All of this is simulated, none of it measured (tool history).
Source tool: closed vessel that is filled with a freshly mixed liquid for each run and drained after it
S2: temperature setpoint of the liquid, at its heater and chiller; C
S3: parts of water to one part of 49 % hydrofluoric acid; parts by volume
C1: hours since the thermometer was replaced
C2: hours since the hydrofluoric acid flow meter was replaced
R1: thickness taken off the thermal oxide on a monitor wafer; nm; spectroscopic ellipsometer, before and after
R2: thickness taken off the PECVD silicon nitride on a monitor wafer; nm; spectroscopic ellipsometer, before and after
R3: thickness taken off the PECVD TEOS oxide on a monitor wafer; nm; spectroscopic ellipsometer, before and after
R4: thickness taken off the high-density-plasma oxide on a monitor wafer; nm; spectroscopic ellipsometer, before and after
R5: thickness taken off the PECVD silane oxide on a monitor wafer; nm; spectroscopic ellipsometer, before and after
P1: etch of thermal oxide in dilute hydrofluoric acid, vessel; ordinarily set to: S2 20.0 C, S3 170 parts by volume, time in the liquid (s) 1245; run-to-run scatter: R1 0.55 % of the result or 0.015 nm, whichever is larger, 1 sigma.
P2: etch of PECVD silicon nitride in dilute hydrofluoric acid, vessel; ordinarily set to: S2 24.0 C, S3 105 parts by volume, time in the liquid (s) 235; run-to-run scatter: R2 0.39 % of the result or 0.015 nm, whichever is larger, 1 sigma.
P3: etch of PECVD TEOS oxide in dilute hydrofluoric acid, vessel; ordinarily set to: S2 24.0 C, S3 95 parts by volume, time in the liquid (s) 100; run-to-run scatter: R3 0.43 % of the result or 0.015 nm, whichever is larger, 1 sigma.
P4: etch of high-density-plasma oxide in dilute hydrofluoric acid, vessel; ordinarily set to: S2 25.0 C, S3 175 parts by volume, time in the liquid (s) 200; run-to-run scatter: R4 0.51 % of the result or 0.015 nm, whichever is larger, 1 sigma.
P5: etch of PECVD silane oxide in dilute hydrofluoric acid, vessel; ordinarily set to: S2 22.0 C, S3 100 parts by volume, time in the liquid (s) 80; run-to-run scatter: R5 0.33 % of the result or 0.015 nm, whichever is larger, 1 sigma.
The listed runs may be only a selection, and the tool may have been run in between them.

Run 1, hour 7.5: process that ran P1, S2 20.0 C, S3 170 parts by volume, time in the liquid (s) 1245; C1 1289.9; C2 500.8. Result: R1 27.9010 nm.
Run 2, hour 11.9: process that ran P2, S2 24.0 C, S3 25 parts by volume, time in the liquid (s) 235; C1 1294.3; C2 505.2. Result: R2 51.049 nm.
Run 3, hour 16.4: process that ran P3, S2 24.0 C, S3 95 parts by volume, time in the liquid (s) 100; C1 1298.8; C2 509.7. Result: R3 13.6910 nm.
Run 4, hour 24.4: process that ran P1, S2 20.0 C, S3 170 parts by volume, time in the liquid (s) 1245; C1 1306.8; C2 517.7. Result: R1 28.1360 nm.
Run 5, hour 29.8: process that ran P4, S2 30.5 C, S3 175 parts by volume, time in the liquid (s) 200; C1 1312.2; C2 523.1. Result: R4 11.7990 nm.
Run 6, hour 39.0: process that ran P5, S2 22.0 C, S3 175 parts by volume, time in the liquid (s) 80; C1 1321.4; C2 532.3. Result: R5 7.8574 nm.
Run 7, hour 48.1: process that ran P3, S2 24.0 C, S3 95 parts by volume, time in the liquid (s) 30; C1 1330.5; C2 541.4. Result: R3 4.1033 nm.
Run 8, hour 53.4: process that ran P1, S2 20.0 C, S3 170 parts by volume, time in the liquid (s) 2095; C1 1335.8; C2 546.7. Result: R1 47.1200 nm.
Run 9, hour 59.1: process that ran P4, S2 25.0 C, S3 175 parts by volume, time in the liquid (s) 200; C1 1341.5; C2 552.4. Result: R4 9.5826 nm.
Run 10, hour 63.6: process that ran P1, S2 27.5 C, S3 170 parts by volume, time in the liquid (s) 1245; C1 1346.0; C2 556.9. Result: R1 36.8550 nm.
Run 11, hour 72.6: process that ran P3, S2 24.0 C, S3 170 parts by volume, time in the liquid (s) 100; C1 1355.0; C2 565.9. Result: R3 7.0216 nm.
Run 12, hour 79.8: process that ran P1, S2 20.0 C, S3 170 parts by volume, time in the liquid (s) 155; C1 1362.2; C2 573.1. Result: R1 3.4776 nm.
Run 13, hour 84.3: process that ran P1, S2 28.0 C, S3 255 parts by volume, time in the liquid (s) 1245; C1 1366.7; C2 577.6. Result: R1 22.8630 nm.
Run 14, hour 93.2: process that ran P5, S2 22.0 C, S3 100 parts by volume, time in the liquid (s) 155; C1 1375.6; C2 586.5. Result: R5 29.0660 nm.
Run 15, hour 101.7: process that ran P5, S2 28.0 C, S3 100 parts by volume, time in the liquid (s) 80; C1 1384.1; C2 595.0. Result: R5 19.0870 nm.
Run 16, hour 109.2: process that ran P4, S2 25.0 C, S3 175 parts by volume, time in the liquid (s) 30; C1 1391.6; C2 602.5. Result: R4 1.4713 nm.
Run 17, hour 117.8: process that ran P1, S2 20.0 C, S3 265 parts by volume, time in the liquid (s) 1245; C1 1400.2; C2 611.1. Result: R1 16.2820 nm.
Run 18, hour 125.6: process that ran P1, S2 17.0 C, S3 170 parts by volume, time in the liquid (s) 1245; C1 1408.0; C2 618.9. Result: R1 24.9070 nm.
Run 19, hour 131.8: process that ran P3, S2 24.0 C, S3 95 parts by volume, time in the liquid (s) 100; C1 1414.2; C2 625.1. Result: R3 13.6840 nm.
Run 20, hour 141.2: process that ran P2, S2 31.0 C, S3 105 parts by volume, time in the liquid (s) 235; C1 1423.6; C2 634.5. Result: R2 19.750 nm.
Run 21, hour 146.5: process that ran P1, S2 20.0 C, S3 170 parts by volume, time in the liquid (s) 1245; C1 1428.9; C2 639.8. Result: R1 28.0890 nm.
Run 22, hour 151.0: process that ran P1, S2 20.0 C, S3 170 parts by volume, time in the liquid (s) 1245; C1 1433.4; C2 644.3. Result: R1 27.7920 nm.
Run 23, hour 159.1: process that ran P1, S2 20.0 C, S3 95 parts by volume, time in the liquid (s) 1245; C1 1441.5; C2 652.4. Result: R1 54.5250 nm.
Run 24, hour 165.9: process that ran P2, S2 24.0 C, S3 105 parts by volume, time in the liquid (s) 105; C1 1448.3; C2 659.2. Result: R2 5.587 nm.
Run 25, hour 171.9: process that ran P5, S2 22.0 C, S3 100 parts by volume, time in the liquid (s) 80; C1 1454.3; C2 665.2. Result: R5 15.0160 nm.
Run 26, hour 179.1: process that ran P1, S2 20.0 C, S3 170 parts by volume, time in the liquid (s) 1245; C1 1461.5; C2 672.4. Result: R1 27.9160 nm.
Run 27, hour 185.9: process that ran P3, S2 17.5 C, S3 95 parts by volume, time in the liquid (s) 100; C1 1468.3; C2 679.2. Result: R3 10.4910 nm.
Run 28, hour 192.7: process that ran P4, S2 25.0 C, S3 315 parts by volume, time in the liquid (s) 200; C1 1475.1; C2 686.0. Result: R4 4.6657 nm.
Run 29, hour 201.5: process that ran P2, S2 24.0 C, S3 105 parts by volume, time in the liquid (s) 235; C1 1483.9; C2 694.8. Result: R2 12.590 nm.
Run 30, hour 206.8: process that ran P2, S2 24.0 C, S3 105 parts by volume, time in the liquid (s) 235; C1 1489.2; C2 700.1. Result: R2 12.506 nm.
Run 31, hour 212.8: process that ran P1, S2 20.0 C, S3 170 parts by volume, time in the liquid (s) 1245; C1 1495.2; C2 706.1. Result: R1 28.0840 nm.
Run 32, hour 221.5: process that ran P1, S2 20.0 C, S3 170 parts by volume, time in the liquid (s) 1245; C1 1503.9; C2 714.8. Result: R1 28.1350 nm.
Run 33, hour 225.8: process that ran P1, S2 20.0 C, S3 170 parts by volume, time in the liquid (s) 1245; C1 1508.2; C2 719.1. Result: R1 27.4170 nm.
Run 34, hour 232.4: process that ran P1, S2 20.0 C, S3 170 parts by volume, time in the liquid (s) 1245; C1 1514.8; C2 725.7. Result: R1 26.6190 nm.
Run 35, hour 240.8: process that ran P1, S2 20.0 C, S3 170 parts by volume, time in the liquid (s) 1245; C1 1523.2; C2 734.1. Result: R1 26.1560 nm.
Run 36, hour 246.4: process that ran P1, S2 20.0 C, S3 170 parts by volume, time in the liquid (s) 1245; C1 1528.8; C2 739.7. Result: R1 26.0950 nm.
Run 37, hour 256.0: process that ran P1, S2 20.0 C, S3 170 parts by volume, time in the liquid (s) 1245; C1 1538.4; C2 749.3. Result: R1 25.9210 nm.
Run 38, hour 264.1: process that ran P1, S2 20.0 C, S3 170 parts by volume, time in the liquid (s) 1245; C1 1546.5; C2 757.4. Result: R1 26.0300 nm.
Run 39, hour 272.6: process that ran P1, S2 20.0 C, S3 170 parts by volume, time in the liquid (s) 1245; C1 1555.0; C2 765.9. Result: R1 25.6550 nm.

What P1 gives has crept off from where it sat before. The 2 causes that follow fit the log equally well, each at the size noted:
A: liquid colder than its thermometer reads (K) = 2.09
B: hydrofluoric acid flow below the setpoint (%) = 6.78
The drift started at roughly hour 221.5.

Below are 4 check runs, each on a single wafer, with their results shown as question marks. Which of them would tell the listed causes apart, meaning the causes would give clearly different results under it?
Run check 1, hour 281.1: process that ran P3, S2 17.5 C, S3 160 parts by volume, time in the liquid (s) 100. Result: R3 ?.
Run check 2, hour 281.1: process that ran P4, S2 25.0 C, S3 235 parts by volume, time in the liquid (s) 200. Result: R4 ?.
Run check 3, hour 281.1: process that ran P5, S2 25.0 C, S3 160 parts by volume, time in the liquid (s) 80. Result: R5 ?.
Run check 4, hour 281.1: process that ran P2, S2 24.0 C, S3 40 parts by volume, time in the liquid (s) 235. Result: R2 ?.

What each check would give under each cause:
  check  result    if A    if B
check 1      R3  5.3701  5.3929
check 2      R4  6.2584  6.1803
check 3      R5  9.0658  9.0280
check 4      R2  28.106  30.272
How far apart the two closest causes lie, in the result that separates them most: check 1 0.42 %; check 2 1.26 %; check 3 0.42 %; check 4 7.43 %
Only in check 4 would the causes give clearly different results; in the remaining checks their results would be nearly the same.

Running check 4 produced the following: R2 27.941 nm. Which one of the listed causes fits?

The correct cause is A, namely: liquid colder than its thermometer reads (K).
